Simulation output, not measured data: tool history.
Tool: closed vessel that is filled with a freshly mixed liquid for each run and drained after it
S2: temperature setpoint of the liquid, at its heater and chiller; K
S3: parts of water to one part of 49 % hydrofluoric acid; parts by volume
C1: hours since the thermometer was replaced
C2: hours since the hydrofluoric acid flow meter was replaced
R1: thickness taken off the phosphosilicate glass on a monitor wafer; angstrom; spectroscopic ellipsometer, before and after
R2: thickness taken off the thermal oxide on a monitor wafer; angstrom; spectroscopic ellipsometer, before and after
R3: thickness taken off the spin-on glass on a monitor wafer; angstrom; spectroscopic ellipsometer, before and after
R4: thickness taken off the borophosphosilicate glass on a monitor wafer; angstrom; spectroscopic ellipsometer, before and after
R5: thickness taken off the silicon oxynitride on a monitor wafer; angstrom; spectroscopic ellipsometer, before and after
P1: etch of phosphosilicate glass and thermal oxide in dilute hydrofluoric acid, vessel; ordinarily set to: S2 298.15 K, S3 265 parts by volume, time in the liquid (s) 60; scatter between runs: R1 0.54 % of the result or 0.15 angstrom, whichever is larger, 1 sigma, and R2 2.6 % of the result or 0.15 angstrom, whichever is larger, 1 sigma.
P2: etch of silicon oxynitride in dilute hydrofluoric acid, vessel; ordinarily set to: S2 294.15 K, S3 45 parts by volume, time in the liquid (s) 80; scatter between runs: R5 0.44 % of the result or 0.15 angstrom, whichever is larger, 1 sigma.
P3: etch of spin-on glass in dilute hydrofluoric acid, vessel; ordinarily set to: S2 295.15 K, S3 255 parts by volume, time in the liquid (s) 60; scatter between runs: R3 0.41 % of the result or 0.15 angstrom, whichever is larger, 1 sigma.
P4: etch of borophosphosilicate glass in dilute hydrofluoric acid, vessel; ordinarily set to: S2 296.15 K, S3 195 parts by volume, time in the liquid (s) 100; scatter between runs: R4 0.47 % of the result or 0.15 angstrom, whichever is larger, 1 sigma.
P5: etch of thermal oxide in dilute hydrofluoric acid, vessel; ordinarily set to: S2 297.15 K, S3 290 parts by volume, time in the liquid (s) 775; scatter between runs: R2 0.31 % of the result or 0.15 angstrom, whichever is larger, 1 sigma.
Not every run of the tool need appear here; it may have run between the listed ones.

run 1 hour=5.2 | process_that_ran=P1 S2=298.15 S3=265 time_in_the_liquid_(s)=60 | C1=622.5 C2=923.3 | R1=204.88 R2=9.0909
run 2 hour=11.7 | process_that_ran=P1 S2=298.15 S3=265 time_in_the_liquid_(s)=60 | C1=629 C2=929.8 | R1=204.7 R2=8.6774
run 3 hour=18.6 | process_that_ran=P3 S2=290.65 S3=255 time_in_the_liquid_(s)=60 | C1=635.9 C2=936.7 | R3=58.807
run 4 hour=24 | process_that_ran=P1 S2=298.15 S3=265 time_in_the_liquid_(s)=60 | C1=641.3 C2=942.1 | R1=205.72 R2=8.6158
run 5 hour=32.5 | process_that_ran=P1 S2=298.15 S3=265 time_in_the_liquid_(s)=60 | C1=649.8 C2=950.6 | R1=205.72 R2=9.1029
run 6 hour=36.9 | process_that_ran=P1 S2=298.15 S3=120 time_in_the_liquid_(s)=30 | C1=654.2 C2=955 | R1=265.29 R2=11.642
run 7 hour=44.4 | process_that_ran=P1 S2=298.15 S3=265 time_in_the_liquid_(s)=90 | C1=661.7 C2=962.5 | R1=305.27 R2=12.984
run 8 hour=49.3 | process_that_ran=P5 S2=297.15 S3=525 time_in_the_liquid_(s)=775 | C1=666.6 C2=967.4 | R2=49.061
run 9 hour=57 | process_that_ran=P4 S2=296.15 S3=360 time_in_the_liquid_(s)=100 | C1=674.3 C2=975.1 | R4=110.63
run 10 hour=63.5 | process_that_ran=P1 S2=298.15 S3=265 time_in_the_liquid_(s)=30 | C1=680.8 C2=981.6 | R1=103.45 R2=4.5405
run 11 hour=72.9 | process_that_ran=P1 S2=306.15 S3=265 time_in_the_liquid_(s)=60 | C1=690.2 C2=991 | R1=268.87 R2=11.785
run 12 hour=79.8 | process_that_ran=P5 S2=297.15 S3=290 time_in_the_liquid_(s)=775 | C1=697.1 C2=997.9 | R2=108.59
run 13 hour=86.8 | process_that_ran=P1 S2=298.15 S3=460 time_in_the_liquid_(s)=60 | C1=704.1 C2=1004.9 | R1=98.684 R2=4.4438
run 14 hour=93.4 | process_that_ran=P3 S2=295.15 S3=255 time_in_the_liquid_(s)=60 | C1=710.7 C2=1011.5 | R3=69.228
run 15 hour=99.5 | process_that_ran=P2 S2=294.15 S3=45 time_in_the_liquid_(s)=80 | C1=716.8 C2=1017.6 | R5=45.701
run 16 hour=106.8 | process_that_ran=P1 S2=298.15 S3=265 time_in_the_liquid_(s)=60 | C1=724.1 C2=1024.9 | R1=204.98 R2=8.403
run 17 hour=113.4 | process_that_ran=P4 S2=296.15 S3=195 time_in_the_liquid_(s)=30 | C1=730.7 C2=1031.5 | R4=71.828
run 18 hour=117.9 | process_that_ran=P2 S2=298.65 S3=45 time_in_the_liquid_(s)=80 | C1=735.2 C2=1036 | R5=57.252
run 19 hour=122.1 | process_that_ran=P4 S2=296.15 S3=195 time_in_the_liquid_(s)=100 | C1=739.4 C2=1040.2 | R4=237.39
run 20 hour=128.8 | process_that_ran=P1 S2=298.15 S3=120 time_in_the_liquid_(s)=60 | C1=746.1 C2=1046.9 | R1=530.65 R2=22.394
run 21 hour=137.3 | process_that_ran=P2 S2=294.15 S3=45 time_in_the_liquid_(s)=80 | C1=754.6 C2=1055.4 | R5=46.071
run 22 hour=146.2 | process_that_ran=P3 S2=295.15 S3=445 time_in_the_liquid_(s)=60 | C1=763.5 C2=1064.3 | R3=33.476
run 23 hour=154.6 | process_that_ran=P1 S2=294.65 S3=265 time_in_the_liquid_(s)=60 | C1=771.9 C2=1072.7 | R1=180 R2=7.3651
run 24 hour=161 | process_that_ran=P5 S2=297.15 S3=290 time_in_the_liquid_(s)=775 | C1=778.3 C2=1079.1 | R2=109.45
run 25 hour=169.1 | process_that_ran=P5 S2=290.15 S3=290 time_in_the_liquid_(s)=775 | C1=786.4 C2=1087.2 | R2=84.736
run 26 hour=175.8 | process_that_ran=P3 S2=295.15 S3=255 time_in_the_liquid_(s)=60 | C1=793.1 C2=1093.9 | R3=69.554
run 27 hour=181.5 | process_that_ran=P2 S2=294.15 S3=45 time_in_the_liquid_(s)=40 | C1=798.8 C2=1099.6 | R5=23.127
run 28 hour=188.9 | process_that_ran=P4 S2=304.15 S3=195 time_in_the_liquid_(s)=100 | C1=806.2 C2=1107 | R4=322.71
run 29 hour=193.4 | process_that_ran=P3 S2=295.15 S3=255 time_in_the_liquid_(s)=30 | C1=810.7 C2=1111.5 | R3=34.811
run 30 hour=201.7 | process_that_ran=P5 S2=297.15 S3=290 time_in_the_liquid_(s)=1335 | C1=819 C2=1119.8 | R2=189.24
run 31 hour=209.5 | process_that_ran=P2 S2=294.15 S3=25 time_in_the_liquid_(s)=80 | C1=826.8 C2=1127.6 | R5=83.396
run 32 hour=214.5 | process_that_ran=P1 S2=298.15 S3=265 time_in_the_liquid_(s)=60 | C1=831.8 C2=1132.6 | R1=203.92 R2=9.1865
run 33 hour=222.1 | process_that_ran=P1 S2=298.15 S3=265 time_in_the_liquid_(s)=60 | C1=839.4 C2=1140.2 | R1=199.18 R2=8.8613
run 34 hour=227.1 | process_that_ran=P1 S2=298.15 S3=265 time_in_the_liquid_(s)=60 | C1=844.4 C2=1145.2 | R1=198.28 R2=8.1495
run 35 hour=232.4 | process_that_ran=P1 S2=298.15 S3=265 time_in_the_liquid_(s)=60 | C1=849.7 C2=1150.5 | R1=195.85 R2=8.1326
run 36 hour=239.1 | process_that_ran=P1 S2=298.15 S3=265 time_in_the_liquid_(s)=60 | C1=856.4 C2=1157.2 | R1=197.27 R2=8.2611
run 37 hour=245.6 | process_that_ran=P1 S2=298.15 S3=265 time_in_the_liquid_(s)=60 | C1=862.9 C2=1163.7 | R1=194.6 R2=8.5001
run 38 hour=250.6 | process_that_ran=P1 S2=298.15 S3=265 time_in_the_liquid_(s)=60 | C1=867.9 C2=1168.7 | R1=193.94 R2=8.3387
run 39 hour=255.5 | process_that_ran=P1 S2=298.15 S3=265 time_in_the_liquid_(s)=60 | C1=872.8 C2=1173.6 | R1=193.95 R2=8.1727
run 40 hour=262.9 | process_that_ran=P1 S2=298.15 S3=265 time_in_the_liquid_(s)=60 | C1=880.2 C2=1181 | R1=193.04 R2=8.1436
run 41 hour=271.4 | process_that_ran=P1 S2=298.15 S3=265 time_in_the_liquid_(s)=60 | C1=888.7 C2=1189.5 | R1=193.1 R2=8.6189

P1 no longer gives what it gave before; its output has crept away from where it was. The following 2 causes, each at its listed size, fit the log equally well:
A: liquid colder than its thermometer reads (K) = 1.83
B: hydrofluoric acid flow below the setpoint (%) = 4.94
The process output started creeping at around hour 214.5.

Consider the 4 single-wafer check runs listed below, results given as question marks: which one distinguishes between the causes by giving clearly different results for each?
run check 1 hour=279.9 | process_that_ran=P4 S2=296.15 S3=195 time_in_the_liquid_(s)=100 | R4=?
run check 2 hour=279.9 | process_that_ran=P5 S2=297.15 S3=290 time_in_the_liquid_(s)=775 | R2=?
run check 3 hour=279.9 | process_that_ran=P2 S2=294.15 S3=45 time_in_the_liquid_(s)=80 | R5=?
run check 4 hour=279.9 | process_that_ran=P3 S2=295.15 S3=255 time_in_the_liquid_(s)=60 | R3=?

How each check would come out, cause by cause:
check=check_1 result=R4 if_A=224.19 if_B=225.99
check=check_2 result=R2 if_A=102.68 if_B=102.61
check=check_3 result=R5 if_A=41.683 if_B=43.382
check=check_4 result=R3 if_A=64.815 if_B=65.085
Gap, in per cent, between the two causes that each check separates least, read from the result that separates them most: check 1 0.8 %; check 2 0.07 %; check 3 4 %; check 4 0.42 %
Of the check runs offered, only check 3 discriminates between the causes; the rest would read about the same regardless of which cause applies.

Check 3 has now been run. It gave: R5 41.72 angstrom. Which of the candidate causes is it?

A is the cause: liquid colder than its thermometer reads (K).
